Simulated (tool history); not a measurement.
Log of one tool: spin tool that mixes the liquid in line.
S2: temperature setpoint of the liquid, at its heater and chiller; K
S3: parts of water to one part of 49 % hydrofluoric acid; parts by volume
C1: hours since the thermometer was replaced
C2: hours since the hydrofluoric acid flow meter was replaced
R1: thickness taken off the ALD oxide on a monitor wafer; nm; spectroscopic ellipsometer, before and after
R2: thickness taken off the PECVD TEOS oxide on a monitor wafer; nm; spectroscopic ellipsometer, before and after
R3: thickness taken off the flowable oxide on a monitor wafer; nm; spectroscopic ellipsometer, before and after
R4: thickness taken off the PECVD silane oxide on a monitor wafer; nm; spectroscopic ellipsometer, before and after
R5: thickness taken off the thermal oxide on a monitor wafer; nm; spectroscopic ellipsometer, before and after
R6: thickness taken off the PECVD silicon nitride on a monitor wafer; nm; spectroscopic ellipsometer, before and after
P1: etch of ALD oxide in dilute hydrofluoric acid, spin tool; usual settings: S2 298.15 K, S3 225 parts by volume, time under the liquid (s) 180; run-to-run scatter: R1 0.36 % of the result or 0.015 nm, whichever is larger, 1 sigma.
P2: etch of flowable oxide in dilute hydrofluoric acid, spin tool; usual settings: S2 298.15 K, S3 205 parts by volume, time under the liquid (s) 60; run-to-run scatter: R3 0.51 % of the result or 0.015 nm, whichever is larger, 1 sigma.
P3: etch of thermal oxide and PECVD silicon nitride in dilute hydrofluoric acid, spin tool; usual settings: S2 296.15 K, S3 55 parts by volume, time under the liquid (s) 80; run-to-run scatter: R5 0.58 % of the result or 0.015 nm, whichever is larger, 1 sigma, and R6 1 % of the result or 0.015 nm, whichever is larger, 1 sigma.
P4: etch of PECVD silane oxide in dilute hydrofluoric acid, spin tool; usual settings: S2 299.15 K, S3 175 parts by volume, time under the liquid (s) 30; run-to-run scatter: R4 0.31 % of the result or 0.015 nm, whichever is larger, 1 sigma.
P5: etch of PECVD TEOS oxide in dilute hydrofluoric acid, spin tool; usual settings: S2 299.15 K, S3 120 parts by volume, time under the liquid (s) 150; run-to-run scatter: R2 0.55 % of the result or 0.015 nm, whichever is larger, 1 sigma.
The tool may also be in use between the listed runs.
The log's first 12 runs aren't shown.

Run 13, hour 144.9: process that ran P1, S2 298.15 K, S3 225 parts by volume, time under the liquid (s) 180; C1 1129.5; C2 876.8. Result: R1 7.0031 nm.
Run 14, hour 156.3: process that ran P2, S2 298.15 K, S3 205 parts by volume, time under the liquid (s) 15; C1 1140.9; C2 888.2. Result: R3 1.9669 nm.
At hour 166.6: hydrofluoric acid flow meter replaced.
Run 15, hour 169.1: process that ran P4, S2 299.15 K, S3 175 parts by volume, time under the liquid (s) 45; C1 1153.7; C2 2.6. Result: R4 12.7790 nm.
Run 16, hour 176.6: process that ran P1, S2 305.65 K, S3 225 parts by volume, time under the liquid (s) 180; C1 1161.2; C2 10.1. Result: R1 9.1445 nm.
Run 17, hour 186.6: process that ran P1, S2 298.15 K, S3 225 parts by volume, time under the liquid (s) 280; C1 1171.2; C2 20.1. Result: R1 10.9570 nm.
Run 18, hour 194.7: process that ran P5, S2 299.15 K, S3 120 parts by volume, time under the liquid (s) 290; C1 1179.3; C2 28.2. Result: R2 28.7830 nm.
Run 19, hour 202.5: process that ran P1, S2 293.15 K, S3 225 parts by volume, time under the liquid (s) 180; C1 1187.1; C2 36.0. Result: R1 5.8325 nm.
Run 20, hour 217.4: process that ran P2, S2 298.15 K, S3 370 parts by volume, time under the liquid (s) 60; C1 1202.0; C2 50.9. Result: R3 3.6816 nm.
Run 21, hour 228.9: process that ran P2, S2 298.15 K, S3 205 parts by volume, time under the liquid (s) 60; C1 1213.5; C2 62.4. Result: R3 7.9005 nm.
Run 22, hour 242.4: process that ran P4, S2 299.15 K, S3 175 parts by volume, time under the liquid (s) 30; C1 1227.0; C2 75.9. Result: R4 8.5089 nm.
Run 23, hour 249.6: process that ran P1, S2 298.15 K, S3 225 parts by volume, time under the liquid (s) 180; C1 1234.2; C2 83.1. Result: R1 6.9606 nm.
Run 24, hour 256.7: process that ran P1, S2 298.15 K, S3 395 parts by volume, time under the liquid (s) 180; C1 1241.3; C2 90.2. Result: R1 3.3839 nm.
Run 25, hour 266.8: process that ran P1, S2 298.15 K, S3 225 parts by volume, time under the liquid (s) 180; C1 1251.4; C2 100.3. Result: R1 7.0378 nm.
Run 26, hour 280.5: process that ran P3, S2 296.15 K, S3 55 parts by volume, time under the liquid (s) 80; C1 1265.1; C2 114.0. Result: R5 7.0529 nm, R6 2.6027 nm.
Run 27, hour 288.0: process that ran P3, S2 296.15 K, S3 55 parts by volume, time under the liquid (s) 125; C1 1272.6; C2 121.5. Result: R5 11.0170 nm, R6 4.1087 nm.
Run 28, hour 295.9: process that ran P1, S2 298.15 K, S3 225 parts by volume, time under the liquid (s) 180; C1 1280.5; C2 129.4. Result: R1 6.9969 nm.
Run 29, hour 303.1: process that ran P5, S2 305.65 K, S3 120 parts by volume, time under the liquid (s) 150; C1 1287.7; C2 136.6. Result: R2 19.1070 nm.
Run 30, hour 311.5: process that ran P1, S2 298.15 K, S3 225 parts by volume, time under the liquid (s) 180; C1 1296.1; C2 145.0. Result: R1 7.0808 nm.
Run 31, hour 326.6: process that ran P1, S2 298.15 K, S3 225 parts by volume, time under the liquid (s) 180; C1 1311.2; C2 160.1. Result: R1 7.2508 nm.

Forecast run 32:
Run 32, hour 335.7: process that ran P1, S2 298.15 K, S3 225 parts by volume, time under the liquid (s) 180; C1 1320.3; C2 169.2. Result: R1 ?.

R1: 7.2910 nm

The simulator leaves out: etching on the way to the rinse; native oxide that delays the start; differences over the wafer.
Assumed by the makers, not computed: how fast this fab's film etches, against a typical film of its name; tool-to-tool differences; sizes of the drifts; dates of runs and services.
